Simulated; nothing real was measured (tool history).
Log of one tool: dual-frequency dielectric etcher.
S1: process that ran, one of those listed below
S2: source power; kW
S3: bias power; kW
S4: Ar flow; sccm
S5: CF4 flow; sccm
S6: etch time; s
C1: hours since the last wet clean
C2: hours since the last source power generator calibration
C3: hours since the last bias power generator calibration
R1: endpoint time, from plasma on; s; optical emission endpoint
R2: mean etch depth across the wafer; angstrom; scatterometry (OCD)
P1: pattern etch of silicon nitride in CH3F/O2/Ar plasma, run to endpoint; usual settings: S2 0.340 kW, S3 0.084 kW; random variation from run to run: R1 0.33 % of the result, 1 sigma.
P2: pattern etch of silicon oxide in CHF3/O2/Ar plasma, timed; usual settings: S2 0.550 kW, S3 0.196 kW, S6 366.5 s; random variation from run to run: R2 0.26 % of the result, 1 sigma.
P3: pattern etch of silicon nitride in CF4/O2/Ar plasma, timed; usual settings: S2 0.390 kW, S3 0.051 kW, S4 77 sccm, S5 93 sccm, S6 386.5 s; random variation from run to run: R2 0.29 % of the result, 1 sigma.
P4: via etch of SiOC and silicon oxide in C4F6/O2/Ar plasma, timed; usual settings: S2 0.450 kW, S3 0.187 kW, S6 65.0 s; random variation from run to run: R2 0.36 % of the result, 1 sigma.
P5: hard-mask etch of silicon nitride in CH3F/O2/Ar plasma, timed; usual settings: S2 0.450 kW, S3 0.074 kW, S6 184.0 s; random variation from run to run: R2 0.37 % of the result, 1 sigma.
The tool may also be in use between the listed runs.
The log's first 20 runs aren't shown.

| run | hour | S1 | S2 | S3 | S4 | S5 | S6 | C1 | C2 | C3 | R1 | R2 |
|---|---|---|---|---|---|---|---|---|---|---|---|---|
| 21 | 283.3 | P1 | 0.340 | 0.084 |  |  |  | 589.8 | 2657.2 | 1702.6 | 46.088 |  |
| 22 | 295.3 | P1 | 0.340 | 0.084 |  |  |  | 601.8 | 2669.2 | 1714.6 | 46.199 |  |
| 23 | 313.6 | P1 | 0.340 | 0.084 |  |  |  | 620.1 | 2687.5 | 1732.9 | 46.091 |  |
| 24 | 327.9 | P5 | 0.450 | 0.074 |  |  | 253.5 | 634.4 | 2701.8 | 1747.2 |  | 1870.80 |
| 25 | 341.4 | P1 | 0.290 | 0.112 |  |  |  | 647.9 | 2715.3 | 1760.7 | 44.022 |  |
| 26 | 352.5 | P3 | 0.390 | 0.051 | 77 | 93 | 386.5 | 659.0 | 2726.4 | 1771.8 |  | 5958.50 |
| 27 | 368.0 | P1 | 0.230 | 0.084 |  |  |  | 674.5 | 2741.9 | 1787.3 | 53.432 |  |
| 28 | 378.0 | P4 | 0.450 | 0.187 |  |  | 65.0 | 684.5 | 2751.9 | 1797.3 |  | 786.33 |
| 29 | 390.5 | P5 | 0.270 | 0.074 |  |  | 184.0 | 697.0 | 2764.4 | 1809.8 |  | 1126.40 |
| 30 | 402.1 | P3 | 0.390 | 0.051 | 48 | 93 | 386.5 | 708.6 | 2776.0 | 1821.4 |  | 6230.10 |
| 31 | 417.8 | P3 | 0.390 | 0.051 | 77 | 93 | 386.5 | 724.3 | 2791.7 | 1837.1 |  | 5956.30 |

The next listed run, before its measurement:
| 32 | 435.4 | P5 | 0.450 | 0.091 |  |  | 184.0 | 741.9 | 2809.3 | 1854.7 |  | ? |

Run 32 gave R2 1467.00 angstrom.
